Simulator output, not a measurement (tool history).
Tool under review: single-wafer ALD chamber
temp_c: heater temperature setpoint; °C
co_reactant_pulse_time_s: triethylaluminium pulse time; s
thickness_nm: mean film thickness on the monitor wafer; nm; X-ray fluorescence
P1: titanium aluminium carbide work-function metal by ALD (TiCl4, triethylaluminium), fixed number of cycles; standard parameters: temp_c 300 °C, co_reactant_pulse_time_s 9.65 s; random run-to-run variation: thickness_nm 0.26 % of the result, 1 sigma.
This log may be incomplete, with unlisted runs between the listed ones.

run 1 hour=4.2 | temp_c=300 co_reactant_pulse_time_s=9.65 | thickness_nm=1.9931
run 2 hour=8.1 | temp_c=300 co_reactant_pulse_time_s=9.65 | thickness_nm=1.9931
run 3 hour=14.1 | temp_c=300 co_reactant_pulse_time_s=15.10 | thickness_nm=2.0632
run 4 hour=19.7 | temp_c=300 co_reactant_pulse_time_s=9.65 | thickness_nm=1.9900
run 5 hour=28.1 | temp_c=275 co_reactant_pulse_time_s=9.65 | thickness_nm=1.7780
run 6 hour=34.3 | temp_c=315 co_reactant_pulse_time_s=9.65 | thickness_nm=2.1180
run 7 hour=40.9 | temp_c=311 co_reactant_pulse_time_s=13.12 | thickness_nm=2.1576
run 8 hour=44.7 | temp_c=300 co_reactant_pulse_time_s=9.65 | thickness_nm=1.9964
run 9 hour=53.4 | temp_c=300 co_reactant_pulse_time_s=3.39 | thickness_nm=1.4291
run 10 hour=59.4 | temp_c=300 co_reactant_pulse_time_s=9.65 | thickness_nm=1.9877
run 11 hour=66.1 | temp_c=317 co_reactant_pulse_time_s=5.64 | thickness_nm=1.9103
run 12 hour=72.2 | temp_c=300 co_reactant_pulse_time_s=9.65 | thickness_nm=2.0000
run 13 hour=77.6 | temp_c=300 co_reactant_pulse_time_s=9.65 | thickness_nm=1.9839
run 14 hour=84.1 | temp_c=300 co_reactant_pulse_time_s=9.65 | thickness_nm=1.9842
run 15 hour=91.6 | temp_c=300 co_reactant_pulse_time_s=9.65 | thickness_nm=1.9808
run 16 hour=99.3 | temp_c=300 co_reactant_pulse_time_s=9.65 | thickness_nm=1.9775
run 17 hour=106.6 | temp_c=300 co_reactant_pulse_time_s=9.65 | thickness_nm=1.9614
run 18 hour=111.2 | temp_c=300 co_reactant_pulse_time_s=9.65 | thickness_nm=1.9686
run 19 hour=119.9 | temp_c=300 co_reactant_pulse_time_s=9.65 | thickness_nm=1.9630
run 20 hour=124.6 | temp_c=300 co_reactant_pulse_time_s=9.65 | thickness_nm=1.9659
run 21 hour=128.7 | temp_c=300 co_reactant_pulse_time_s=9.65 | thickness_nm=1.9606
run 22 hour=134.8 | temp_c=300 co_reactant_pulse_time_s=9.65 | thickness_nm=1.9701
run 23 hour=141.9 | temp_c=300 co_reactant_pulse_time_s=9.65 | thickness_nm=1.9565

What P1 gives has crept away from where it was. These 2 causes fit the log equally well, each at the size given:
A: wafer temperature below the value expected at the setpoint (K) = 3.78
B: triethylaluminium dose below that of a fresh bottle (%) = 11
Onset of the creep was near hour 72.2.

Of the 4 check runs listed below, each run on one wafer and each result written as a question mark, which would let you distinguish the listed causes because they would give clearly different results?
run check 1 hour=149.0 | temp_c=291 co_reactant_pulse_time_s=9.65 | thickness_nm=?
run check 2 hour=149.0 | temp_c=278 co_reactant_pulse_time_s=3.62 | thickness_nm=?
run check 3 hour=149.0 | temp_c=312 co_reactant_pulse_time_s=9.65 | thickness_nm=?
run check 4 hour=149.0 | temp_c=314 co_reactant_pulse_time_s=9.65 | thickness_nm=?

If the cause were each of the candidates in turn, the checks would give the following:
check=check_1 result=thickness_nm if_A=1.8854 if_B=1.8863
check=check_2 result=thickness_nm if_A=1.3125 if_B=1.2570
check=check_3 result=thickness_nm if_A=2.0671 if_B=2.0656
check=check_4 result=thickness_nm if_A=2.0846 if_B=2.0829
Distance between the nearest two causes, measured in the result of the check that separates them most: check 1 0.05 %; check 2 4.32 %; check 3 0.07 %; check 4 0.08 %
The other checks would show nearly matching results whichever cause is true, so check 2 is the only one that separates the causes.

Check 2 has now been run. It gave: thickness_nm 1.2607 nm. Which of the candidate causes is it?

It was cause B: triethylaluminium dose below that of a fresh bottle (%).

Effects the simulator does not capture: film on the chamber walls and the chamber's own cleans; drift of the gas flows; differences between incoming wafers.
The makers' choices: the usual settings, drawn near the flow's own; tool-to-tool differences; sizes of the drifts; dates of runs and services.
